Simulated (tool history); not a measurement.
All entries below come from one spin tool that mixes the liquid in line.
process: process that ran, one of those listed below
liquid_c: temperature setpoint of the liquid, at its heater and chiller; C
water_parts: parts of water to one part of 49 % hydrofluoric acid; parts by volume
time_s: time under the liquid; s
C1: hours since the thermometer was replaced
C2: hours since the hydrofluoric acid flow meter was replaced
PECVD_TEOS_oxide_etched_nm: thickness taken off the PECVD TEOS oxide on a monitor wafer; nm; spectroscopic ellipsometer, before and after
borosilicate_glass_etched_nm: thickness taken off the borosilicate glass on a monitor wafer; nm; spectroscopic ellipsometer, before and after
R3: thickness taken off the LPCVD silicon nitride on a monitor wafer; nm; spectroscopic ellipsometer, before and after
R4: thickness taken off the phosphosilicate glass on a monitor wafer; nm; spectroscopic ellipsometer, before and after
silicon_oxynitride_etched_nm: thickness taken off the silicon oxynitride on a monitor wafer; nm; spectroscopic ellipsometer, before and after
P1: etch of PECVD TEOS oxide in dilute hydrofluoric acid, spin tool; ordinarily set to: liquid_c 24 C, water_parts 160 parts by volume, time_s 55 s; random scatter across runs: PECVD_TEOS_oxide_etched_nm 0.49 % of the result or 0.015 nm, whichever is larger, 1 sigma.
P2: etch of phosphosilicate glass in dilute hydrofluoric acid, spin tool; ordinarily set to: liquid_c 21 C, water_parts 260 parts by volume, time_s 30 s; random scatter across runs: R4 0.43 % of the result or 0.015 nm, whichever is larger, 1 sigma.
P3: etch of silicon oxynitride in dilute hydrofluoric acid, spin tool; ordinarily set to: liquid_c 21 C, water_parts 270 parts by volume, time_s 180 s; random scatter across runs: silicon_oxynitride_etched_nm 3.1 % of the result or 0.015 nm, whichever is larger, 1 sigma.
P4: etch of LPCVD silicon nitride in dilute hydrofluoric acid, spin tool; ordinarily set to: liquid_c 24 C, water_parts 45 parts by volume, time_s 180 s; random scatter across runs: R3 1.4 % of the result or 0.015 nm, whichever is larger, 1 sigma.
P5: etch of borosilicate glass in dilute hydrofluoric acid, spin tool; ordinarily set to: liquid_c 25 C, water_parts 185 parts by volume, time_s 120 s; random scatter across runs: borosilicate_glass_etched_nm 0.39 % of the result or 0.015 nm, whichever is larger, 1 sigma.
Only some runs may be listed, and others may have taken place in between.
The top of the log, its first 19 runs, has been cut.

{"run": 20, "day": 11.538, "process": "P3", "liquid_c": 17, "water_parts": 270, "time_s": 180, "C1": 1284.1, "C2": 1748.6, "silicon_oxynitride_etched_nm": 0.63427}
{"run": 21, "day": 11.921, "process": "P2", "liquid_c": 21, "water_parts": 370, "time_s": 30, "C1": 1293.3, "C2": 1757.8, "R4": 7.626}
{"run": 22, "day": 12.629, "process": "P1", "liquid_c": 24, "water_parts": 160, "time_s": 55, "C1": 1310.3, "C2": 1774.8, "PECVD_TEOS_oxide_etched_nm": 6.3837}
{"run": 23, "day": 13.317, "process": "P3", "liquid_c": 21, "water_parts": 460, "time_s": 180, "C1": 1326.8, "C2": 1791.3, "silicon_oxynitride_etched_nm": 0.39138}
{"run": 24, "day": 14.054, "process": "P1", "liquid_c": 24, "water_parts": 160, "time_s": 55, "C1": 1344.5, "C2": 1809, "PECVD_TEOS_oxide_etched_nm": 6.3224}
{"run": 25, "day": 14.417, "process": "P3", "liquid_c": 21, "water_parts": 270, "time_s": 85, "C1": 1353.2, "C2": 1817.7, "silicon_oxynitride_etched_nm": 0.34487}
{"run": 26, "day": 15.133, "process": "P4", "liquid_c": 24, "water_parts": 65, "time_s": 180, "C1": 1370.4, "C2": 1834.9, "R3": 1.2658}
{"run": 27, "day": 15.788, "process": "P1", "liquid_c": 24, "water_parts": 160, "time_s": 55, "C1": 1386.1, "C2": 1850.6, "PECVD_TEOS_oxide_etched_nm": 6.2888}
{"run": 28, "day": 16.262, "process": "P2", "liquid_c": 21, "water_parts": 260, "time_s": 30, "C1": 1397.5, "C2": 1862, "R4": 11.885}
{"run": 29, "day": 16.95, "process": "P1", "liquid_c": 24, "water_parts": 270, "time_s": 30, "C1": 1414, "C2": 1878.5, "PECVD_TEOS_oxide_etched_nm": 1.8217}
{"run": 30, "day": 17.667, "process": "P1", "liquid_c": 24, "water_parts": 160, "time_s": 55, "C1": 1431.2, "C2": 1895.7, "PECVD_TEOS_oxide_etched_nm": 6.3449}
{"run": 31, "day": 18.017, "process": "P1", "liquid_c": 24, "water_parts": 160, "time_s": 55, "C1": 1439.6, "C2": 1904.1, "PECVD_TEOS_oxide_etched_nm": 6.3181}
{"run": 32, "day": 18.438, "process": "P1", "liquid_c": 30, "water_parts": 160, "time_s": 55, "C1": 1449.7, "C2": 1914.2, "PECVD_TEOS_oxide_etched_nm": 7.8988}
{"run": 33, "day": 19.008, "process": "P4", "liquid_c": 24, "water_parts": 45, "time_s": 180, "C1": 1463.4, "C2": 1927.9, "R3": 1.8122}
{"run": 34, "day": 19.375, "process": "P1", "liquid_c": 24, "water_parts": 160, "time_s": 55, "C1": 1472.2, "C2": 1936.7, "PECVD_TEOS_oxide_etched_nm": 6.3346}
{"run": 35, "day": 20.083, "process": "P1", "liquid_c": 24, "water_parts": 160, "time_s": 55, "C1": 1489.2, "C2": 1953.7, "PECVD_TEOS_oxide_etched_nm": 6.5263}
{"run": 36, "day": 20.8, "process": "P1", "liquid_c": 24, "water_parts": 160, "time_s": 55, "C1": 1506.4, "C2": 1970.9, "PECVD_TEOS_oxide_etched_nm": 6.7417}

Predict the results of run 37:
{"run": 37, "day": 21.392, "process": "P1", "liquid_c": 24, "water_parts": 160, "time_s": 55, "C1": 1520.6, "C2": 1985.1, "PECVD_TEOS_oxide_etched_nm": "?"}

{"run 37": {"PECVD_TEOS_oxide_etched_nm": 6.7442}}
